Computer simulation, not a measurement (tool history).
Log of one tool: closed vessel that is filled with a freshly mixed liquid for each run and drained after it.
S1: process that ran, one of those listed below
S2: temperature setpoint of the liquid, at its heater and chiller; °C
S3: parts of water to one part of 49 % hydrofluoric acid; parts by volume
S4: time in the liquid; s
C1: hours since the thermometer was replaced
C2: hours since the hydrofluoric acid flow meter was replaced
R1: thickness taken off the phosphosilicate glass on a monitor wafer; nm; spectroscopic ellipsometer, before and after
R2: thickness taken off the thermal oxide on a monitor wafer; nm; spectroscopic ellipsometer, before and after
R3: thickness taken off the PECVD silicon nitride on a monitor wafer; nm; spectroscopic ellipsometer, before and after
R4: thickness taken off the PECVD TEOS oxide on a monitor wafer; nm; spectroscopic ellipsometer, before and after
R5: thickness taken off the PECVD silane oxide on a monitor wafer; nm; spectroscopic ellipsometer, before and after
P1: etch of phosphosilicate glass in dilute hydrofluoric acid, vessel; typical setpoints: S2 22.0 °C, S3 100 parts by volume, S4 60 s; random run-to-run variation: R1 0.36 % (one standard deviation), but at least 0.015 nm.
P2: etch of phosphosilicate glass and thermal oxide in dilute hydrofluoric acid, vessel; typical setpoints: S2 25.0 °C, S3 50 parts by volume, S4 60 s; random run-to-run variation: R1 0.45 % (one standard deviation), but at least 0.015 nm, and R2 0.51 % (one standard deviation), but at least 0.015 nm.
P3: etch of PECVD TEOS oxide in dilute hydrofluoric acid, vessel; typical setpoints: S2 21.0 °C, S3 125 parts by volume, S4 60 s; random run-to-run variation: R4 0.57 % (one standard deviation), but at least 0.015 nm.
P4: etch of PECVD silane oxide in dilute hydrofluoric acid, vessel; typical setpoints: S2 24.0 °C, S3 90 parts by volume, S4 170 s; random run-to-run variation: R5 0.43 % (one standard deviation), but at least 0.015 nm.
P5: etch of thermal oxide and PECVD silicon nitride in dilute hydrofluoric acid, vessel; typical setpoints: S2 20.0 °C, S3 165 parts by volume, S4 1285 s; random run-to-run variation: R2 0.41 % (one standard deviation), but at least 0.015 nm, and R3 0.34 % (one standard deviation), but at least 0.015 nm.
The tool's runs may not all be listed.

run 1 hour=18.0 | S1=P1 S2=22.0 S3=100 S4=60 | C1=894.3 C2=328.5 | R1=90.565
run 2 hour=33.8 | S1=P5 S2=20.0 S3=165 S4=1285 | C1=910.1 C2=344.3 | R2=30.0520 R3=35.47400
run 3 hour=46.3 | S1=P5 S2=20.0 S3=55 S4=1285 | C1=922.6 C2=356.8 | R2=101.4800 R3=103.56000
run 4 hour=62.9 | S1=P1 S2=22.0 S3=100 S4=60 | C1=939.2 C2=373.4 | R1=91.133
-- hour=64.3 thermometer replaced
run 5 hour=78.3 | S1=P5 S2=20.0 S3=165 S4=30 | C1=14.1 C2=388.8 | R2=0.7069 R3=0.80996
run 6 hour=92.5 | S1=P2 S2=25.0 S3=50 S4=115 | C1=28.3 C2=403.0 | R1=406.730 R2=12.0080
run 7 hour=100.8 | S1=P1 S2=22.0 S3=100 S4=60 | C1=36.6 C2=411.3 | R1=91.134
run 8 hour=109.7 | S1=P1 S2=29.0 S3=100 S4=60 | C1=45.5 C2=420.2 | R1=119.400
run 9 hour=121.6 | S1=P5 S2=17.0 S3=165 S4=1285 | C1=57.4 C2=432.1 | R2=26.6380 R3=29.09900
run 10 hour=129.7 | S1=P3 S2=21.0 S3=125 S4=60 | C1=65.5 C2=440.2 | R4=11.8530
run 11 hour=142.3 | S1=P2 S2=25.0 S3=50 S4=60 | C1=78.1 C2=452.8 | R1=215.170 R2=6.2572
run 12 hour=154.2 | S1=P1 S2=22.0 S3=100 S4=30 | C1=90.0 C2=464.7 | R1=45.510
run 13 hour=172.0 | S1=P1 S2=27.5 S3=100 S4=110 | C1=107.8 C2=482.5 | R1=207.300
run 14 hour=184.2 | S1=P1 S2=22.0 S3=100 S4=60 | C1=120.0 C2=494.7 | R1=90.244
run 15 hour=199.8 | S1=P3 S2=21.0 S3=125 S4=30 | C1=135.6 C2=510.3 | R4=5.9031
run 16 hour=213.0 | S1=P1 S2=22.0 S3=100 S4=60 | C1=148.8 C2=523.5 | R1=90.911
run 17 hour=226.7 | S1=P1 S2=22.0 S3=100 S4=60 | C1=162.5 C2=537.2 | R1=90.912
run 18 hour=243.2 | S1=P1 S2=17.0 S3=40 S4=60 | C1=179.0 C2=553.7 | R1=197.210
run 19 hour=260.4 | S1=P4 S2=24.0 S3=90 S4=170 | C1=196.2 C2=570.9 | R5=51.955
run 20 hour=278.5 | S1=P1 S2=22.0 S3=100 S4=110 | C1=214.3 C2=589.0 | R1=166.450
run 21 hour=288.0 | S1=P2 S2=25.0 S3=70 S4=60 | C1=223.8 C2=598.5 | R1=148.570 R2=4.3910
run 22 hour=300.1 | S1=P3 S2=29.0 S3=125 S4=60 | C1=235.9 C2=610.6 | R4=15.9010
run 23 hour=314.0 | S1=P4 S2=24.0 S3=90 S4=325 | C1=249.8 C2=624.5 | R5=99.126
run 24 hour=326.7 | S1=P3 S2=21.0 S3=185 S4=60 | C1=262.5 C2=637.2 | R4=7.4582
run 25 hour=335.5 | S1=P2 S2=30.5 S3=50 S4=60 | C1=271.3 C2=646.0 | R1=266.730 R2=7.8654
run 26 hour=350.1 | S1=P2 S2=25.0 S3=50 S4=60 | C1=285.9 C2=660.6 | R1=214.350 R2=6.2809
run 27 hour=362.9 | S1=P1 S2=17.0 S3=100 S4=60 | C1=298.7 C2=673.4 | R1=74.017
run 28 hour=379.0 | S1=P1 S2=22.0 S3=145 S4=60 | C1=314.8 C2=689.5 | R1=59.361
run 29 hour=397.0 | S1=P4 S2=24.0 S3=40 S4=170 | C1=332.8 C2=707.5 | R5=124.580
run 30 hour=413.0 | S1=P1 S2=22.0 S3=55 S4=60 | C1=348.8 C2=723.5 | R1=173.410
run 31 hour=427.7 | S1=P4 S2=29.5 S3=90 S4=170 | C1=363.5 C2=738.2 | R5=64.209
run 32 hour=439.5 | S1=P1 S2=22.0 S3=100 S4=60 | C1=375.3 C2=750.0 | R1=90.720
run 33 hour=452.9 | S1=P1 S2=22.0 S3=100 S4=60 | C1=388.7 C2=763.4 | R1=90.733
run 34 hour=470.7 | S1=P1 S2=22.0 S3=100 S4=60 | C1=406.5 C2=781.2 | R1=88.064
run 35 hour=488.0 | S1=P1 S2=22.0 S3=100 S4=60 | C1=423.8 C2=798.5 | R1=85.974
run 36 hour=505.4 | S1=P1 S2=22.0 S3=100 S4=60 | C1=441.2 C2=815.9 | R1=85.673
run 37 hour=516.3 | S1=P1 S2=22.0 S3=100 S4=60 | C1=452.1 C2=826.8 | R1=85.260
run 38 hour=533.6 | S1=P1 S2=22.0 S3=100 S4=60 | C1=469.4 C2=844.1 | R1=84.411
run 39 hour=547.7 | S1=P1 S2=22.0 S3=100 S4=60 | C1=483.5 C2=858.2 | R1=84.271
run 40 hour=555.6 | S1=P1 S2=22.0 S3=100 S4=60 | C1=491.4 C2=866.1 | R1=84.073
run 41 hour=571.1 | S1=P1 S2=22.0 S3=100 S4=60 | C1=506.9 C2=881.6 | R1=83.956
run 42 hour=587.6 | S1=P1 S2=22.0 S3=100 S4=60 | C1=523.4 C2=898.1 | R1=84.204

What P1 gives has crept off from where it sat before. The 2 causes that follow fit the log equally well, each at the size noted:
A: hydrofluoric acid flow below the setpoint (%) = 6.64
B: liquid colder than its thermometer reads (K) = 1.9
Onset of the creep was near hour 452.9.

Of the 4 check runs listed below, each run on one wafer and each result written as a question mark, which would let you distinguish the listed causes because they would give clearly different results?
run check 1 hour=604.1 | S1=P4 S2=24.0 S3=50 S4=280 | R5=?
run check 2 hour=604.1 | S1=P3 S2=26.5 S3=125 S4=30 | R4=?
run check 3 hour=604.1 | S1=P5 S2=17.0 S3=165 S4=160 | R2=? R3=?
run check 4 hour=604.1 | S1=P2 S2=25.0 S3=65 S4=115 | R1=? R2=?

How each check would come out, cause by cause:
check=check_1 result=R5 if_A=150.250 if_B=149.450
check=check_2 result=R4 if_A=6.7437 if_B=6.7908
check=check_3 result=R2 if_A=3.0622 if_B=3.0679
check=check_3 result=R3 if_A=3.38610 if_B=3.17410
check=check_4 result=R1 if_A=286.000 if_B=285.300
check=check_4 result=R2 if_A=8.4060 if_B=8.3854
Per check, the gap between the least separated pair of causes, taken in the result that splits them most: check 1 0.53 %; check 2 0.7 %; check 3 6.46 %; check 4 0.25 %
The other checks would show nearly matching results whichever cause is true, so check 3 is the only one that separates the causes.

Running check 3 produced the following: R2 3.0506 nm; R3 3.37550 nm. Which one of the listed causes fits?

Of the candidate causes, it is A: hydrofluoric acid flow below the setpoint (%).
